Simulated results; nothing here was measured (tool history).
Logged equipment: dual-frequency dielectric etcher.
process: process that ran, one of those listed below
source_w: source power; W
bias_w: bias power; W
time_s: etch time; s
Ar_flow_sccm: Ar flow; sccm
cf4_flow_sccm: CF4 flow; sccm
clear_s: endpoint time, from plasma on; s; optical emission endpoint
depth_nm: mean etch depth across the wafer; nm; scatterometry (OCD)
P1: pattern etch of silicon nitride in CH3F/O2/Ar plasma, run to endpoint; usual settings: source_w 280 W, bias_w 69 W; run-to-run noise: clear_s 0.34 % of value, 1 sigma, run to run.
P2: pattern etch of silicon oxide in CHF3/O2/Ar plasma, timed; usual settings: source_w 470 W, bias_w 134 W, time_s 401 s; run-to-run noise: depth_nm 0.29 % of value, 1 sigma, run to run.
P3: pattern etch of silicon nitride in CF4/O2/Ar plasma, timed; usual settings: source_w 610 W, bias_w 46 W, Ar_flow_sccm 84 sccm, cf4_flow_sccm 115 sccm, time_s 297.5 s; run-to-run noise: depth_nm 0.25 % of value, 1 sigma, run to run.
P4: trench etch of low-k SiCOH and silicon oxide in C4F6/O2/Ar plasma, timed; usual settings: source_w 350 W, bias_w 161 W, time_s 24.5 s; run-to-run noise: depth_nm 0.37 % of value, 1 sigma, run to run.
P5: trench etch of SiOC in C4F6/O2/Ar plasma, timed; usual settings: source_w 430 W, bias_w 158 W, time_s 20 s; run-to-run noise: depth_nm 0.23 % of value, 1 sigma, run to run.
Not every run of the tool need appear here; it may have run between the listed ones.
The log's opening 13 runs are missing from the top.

Run 14, hour 126.5: process P4, source_w 350 W, bias_w 219 W, time_s 24.5 s. Result: depth_nm 78.507 nm.
Run 15, hour 133.5: process P3, source_w 610 W, bias_w 46 W, time_s 186.5 s, Ar_flow_sccm 84 sccm, cf4_flow_sccm 115 sccm. Result: depth_nm 437.45 nm.
Run 16, hour 141.3: process P2, source_w 320 W, bias_w 134 W, time_s 401 s. Result: depth_nm 543.42 nm.
Run 17, hour 147.8: process P2, source_w 470 W, bias_w 134 W, time_s 401 s. Result: depth_nm 634.21 nm.
Run 18, hour 156.4: process P1, source_w 280 W, bias_w 69 W. Result: clear_s 36.54 s.
Run 19, hour 168.2: process P5, source_w 430 W, bias_w 106 W, time_s 20 s. Result: depth_nm 35.749 nm.
Run 20, hour 175.7: process P1, source_w 280 W, bias_w 69 W. Result: clear_s 36.569 s.
Run 21, hour 184.7: process P5, source_w 430 W, bias_w 158 W, time_s 11 s. Result: depth_nm 22.155 nm.
Run 22, hour 192.8: process P3, source_w 610 W, bias_w 46 W, time_s 297.5 s, Ar_flow_sccm 84 sccm, cf4_flow_sccm 74 sccm. Result: depth_nm 659.23 nm.
At hour 194.3: bias power generator calibrated.
Run 23, hour 201.1: process P5, source_w 540 W, bias_w 158 W, time_s 20 s. Result: depth_nm 43.981 nm.
Run 24, hour 211.6: process P3, source_w 610 W, bias_w 27 W, time_s 297.5 s, Ar_flow_sccm 84 sccm, cf4_flow_sccm 115 sccm. Result: depth_nm 587.58 nm.
Run 25, hour 217.3: process P1, source_w 360 W, bias_w 69 W. Result: clear_s 33.131 s.
Run 26, hour 227.2: process P5, source_w 430 W, bias_w 158 W, time_s 20 s. Result: depth_nm 40.282 nm.
Run 27, hour 239.2: process P4, source_w 350 W, bias_w 161 W, time_s 24.5 s. Result: depth_nm 71.02 nm.
Run 28, hour 251.3: process P1, source_w 210 W, bias_w 69 W. Result: clear_s 40.74 s.

Run 29 has not been measured yet. What should we expect?
Run 29, hour 262.5: process P1, source_w 280 W, bias_w 69 W. Result: clear_s ?.

clear_s: 36.606 s
